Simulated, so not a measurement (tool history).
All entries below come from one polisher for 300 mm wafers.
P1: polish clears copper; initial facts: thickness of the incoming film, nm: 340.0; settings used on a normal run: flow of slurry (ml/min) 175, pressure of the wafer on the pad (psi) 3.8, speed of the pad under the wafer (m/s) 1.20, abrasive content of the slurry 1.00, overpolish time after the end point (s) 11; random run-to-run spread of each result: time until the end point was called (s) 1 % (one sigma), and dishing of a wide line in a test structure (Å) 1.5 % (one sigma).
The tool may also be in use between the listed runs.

| run | hour | flow of slurry (ml/min) | pressure of the wafer on the pad (psi) | speed of the pad under the wafer (m/s) | abrasive content of the slurry | overpolish time after the end point (s) | wafers polished on this pad | hours since the slurry nozzle was cleaned | hours since the head pressure was calibrated | hours since the slurry blender was calibrated | time until the end point was called (s) | dishing of a wide line in a test structure (Å) |
|---|---|---|---|---|---|---|---|---|---|---|---|---|
| 1 | 9.9 | 175 | 3.8 | 1.20 | 1.00 | 11 | 457 | 146.1 | 450.7 | 362.9 | 73.973 | 356.42 |
| 2 | 19.5 | 230 | 3.8 | 1.20 | 1.00 | 11 | 569 | 155.7 | 460.3 | 372.5 | 72.802 | 377.26 |
| 3 | 28.9 | 175 | 3.8 | 1.20 | 0.70 | 11 | 679 | 165.1 | 469.7 | 381.9 | 80.123 | 346.46 |
| 4 | 38.2 | 175 | 3.8 | 1.20 | 1.00 | 11 | 787 | 174.4 | 479.0 | 391.2 | 74.321 | 365.86 |
| 5 | 53.9 | 175 | 5.8 | 1.20 | 0.65 | 11 | 970 | 190.1 | 494.7 | 406.9 | 54.541 | 488.31 |
| 6 | 69.3 | 175 | 3.8 | 1.20 | 1.35 | 11 | 1149 | 205.5 | 510.1 | 422.3 | 70.089 | 387.41 |
| 7 | 86.9 | 175 | 3.8 | 1.80 | 1.00 | 11 | 1354 | 223.1 | 527.7 | 439.9 | 50.150 | 510.22 |
| 8 | 104.3 | 175 | 3.8 | 1.20 | 1.00 | 11 | 1556 | 240.5 | 545.1 | 457.3 | 73.729 | 367.07 |
| 9 | 121.8 | 175 | 3.8 | 0.74 | 1.00 | 11 | 1760 | 258.0 | 562.6 | 474.8 | 123.550 | 241.74 |
| 10 | 129.7 | 175 | 3.8 | 1.20 | 1.00 | 3 | 1852 | 265.9 | 570.5 | 482.7 | 75.949 | 110.06 |
| 11 | 145.9 | 175 | 5.4 | 1.20 | 1.00 | 11 | 2041 | 282.1 | 586.7 | 498.9 | 52.147 | 505.64 |
| 12 | 157.6 | 175 | 3.8 | 1.20 | 1.00 | 21 | 2177 | 293.8 | 598.4 | 510.6 | 75.535 | 623.33 |
| 13 | 171.2 | 175 | 3.8 | 1.20 | 1.00 | 11 | 2335 | 307.4 | 612.0 | 524.2 | 73.915 | 371.62 |
| 14 | 179.8 | 175 | 4.8 | 1.20 | 1.25 | 11 | 2435 | 316.0 | 620.6 | 532.8 | 56.257 | 490.74 |
| 15 | 196.4 | 175 | 5.5 | 1.64 | 1.00 | 11 | 2629 | 332.6 | 637.2 | 549.4 | 37.781 | 669.50 |
| 16 | 206.9 | 175 | 3.8 | 1.20 | 1.00 | 11 | 2751 | 343.1 | 647.7 | 559.9 | 74.604 | 362.55 |
| 17 | 222.6 | 105 | 3.8 | 1.20 | 1.00 | 11 | 2934 | 358.8 | 663.4 | 575.6 | 82.678 | 336.62 |
| 18 | 234.1 | 175 | 2.2 | 1.20 | 1.00 | 11 | 3068 | 370.3 | 674.9 | 587.1 | 129.910 | 209.52 |
| 19 | 246.9 | 175 | 3.8 | 1.20 | 1.00 | 11 | 3217 | 383.1 | 687.7 | 599.9 | 75.193 | 372.25 |
| 20 | 262.1 | 175 | 3.8 | 1.20 | 1.00 | 11 | 3394 | 398.3 | 702.9 | 615.1 | 76.617 | 363.38 |
| 21 | 279.3 | 175 | 3.8 | 1.20 | 1.00 | 11 | 3594 | 415.5 | 720.1 | 632.3 | 77.696 | 345.78 |
|  | 283.8 | worn pad replaced by a new one |
| 22 | 289.1 | 175 | 3.8 | 1.20 | 1.00 | 11 | 62 | 425.3 | 729.9 | 642.1 | 78.392 | 346.26 |
|  | 296.4 | head pressure recalibrated |
| 23 | 304.4 | 175 | 3.8 | 1.20 | 1.00 | 11 | 240 | 440.6 | 8.1 | 657.4 | 79.580 | 362.74 |
| 24 | 313.2 | 175 | 3.8 | 1.20 | 1.00 | 11 | 342 | 449.4 | 16.9 | 666.2 | 79.843 | 355.85 |
| 25 | 325.2 | 175 | 3.8 | 1.20 | 1.00 | 11 | 482 | 461.4 | 28.9 | 678.2 | 79.637 | 339.25 |
| 26 | 341.1 | 175 | 3.8 | 1.20 | 1.00 | 11 | 667 | 477.3 | 44.8 | 694.1 | 79.370 | 343.20 |

What P1 gives has crept off from where it sat before. The 2 causes that follow fit the log equally well, each at the size noted:
A: abrasive missing from the slurry, % = 24.7
B: slurry flow missing at the pad, % = 28.9
The creep began at about hour 246.9.
Other possible causes, and why each is ruled out:
removal rate lost through wear of the pad, %: was serviced at hour 283.8, once the creep was under way, yet the earlier output never came back
head's pressure below its setpoint, %: was serviced at hour 296.4, once the creep was under way, yet the earlier output never came back

The list below offers 4 check runs, each averaging the results of 5 wafers, and shows each result as a question mark. For which of them would the listed causes give clearly different results?
| check 1 | 357.0 | 175 | 2.8 | 1.20 | 1.00 | 16 |  |  |  |  | ? | ? |
| check 2 | 357.0 | 105 | 3.8 | 1.20 | 1.00 | 11 |  |  |  |  | ? | ? |
| check 3 | 357.0 | 175 | 4.7 | 1.20 | 0.80 | 11 |  |  |  |  | ? | ? |
| check 4 | 357.0 | 175 | 3.8 | 1.20 | 1.00 | 4 |  |  |  |  | ? | ? |

Outcome of each check run for each possible cause:
| check | result | if A | if B |
|---|---|---|---|
| check 1 | time until the end point was called (s) | 107.650 | 107.650 |
| check 1 | dishing of a wide line in a test structure (Å) | 365.00 | 365.00 |
| check 2 | time until the end point was called (s) | 87.412 | 90.488 |
| check 2 | dishing of a wide line in a test structure (Å) | 317.99 | 308.15 |
| check 3 | time until the end point was called (s) | 67.118 | 67.228 |
| check 3 | dishing of a wide line in a test structure (Å) | 405.72 | 405.13 |
| check 4 | time until the end point was called (s) | 79.320 | 79.319 |
| check 4 | dishing of a wide line in a test structure (Å) | 134.76 | 134.76 |
Per check, the gap between the least separated pair of causes, taken in the result that splits them most: check 1 0 %; check 2 3.46 %; check 3 0.16 %; check 4 0 %
The causes can be told apart only by check 2. The other checks would give nearly the same results under each of them.

Check 2 has now been run. It gave: time until the end point was called (s) 90.311; dishing of a wide line in a test structure (Å) 309.82. Which of the candidate causes is it?

It is B: slurry flow missing at the pad, %.

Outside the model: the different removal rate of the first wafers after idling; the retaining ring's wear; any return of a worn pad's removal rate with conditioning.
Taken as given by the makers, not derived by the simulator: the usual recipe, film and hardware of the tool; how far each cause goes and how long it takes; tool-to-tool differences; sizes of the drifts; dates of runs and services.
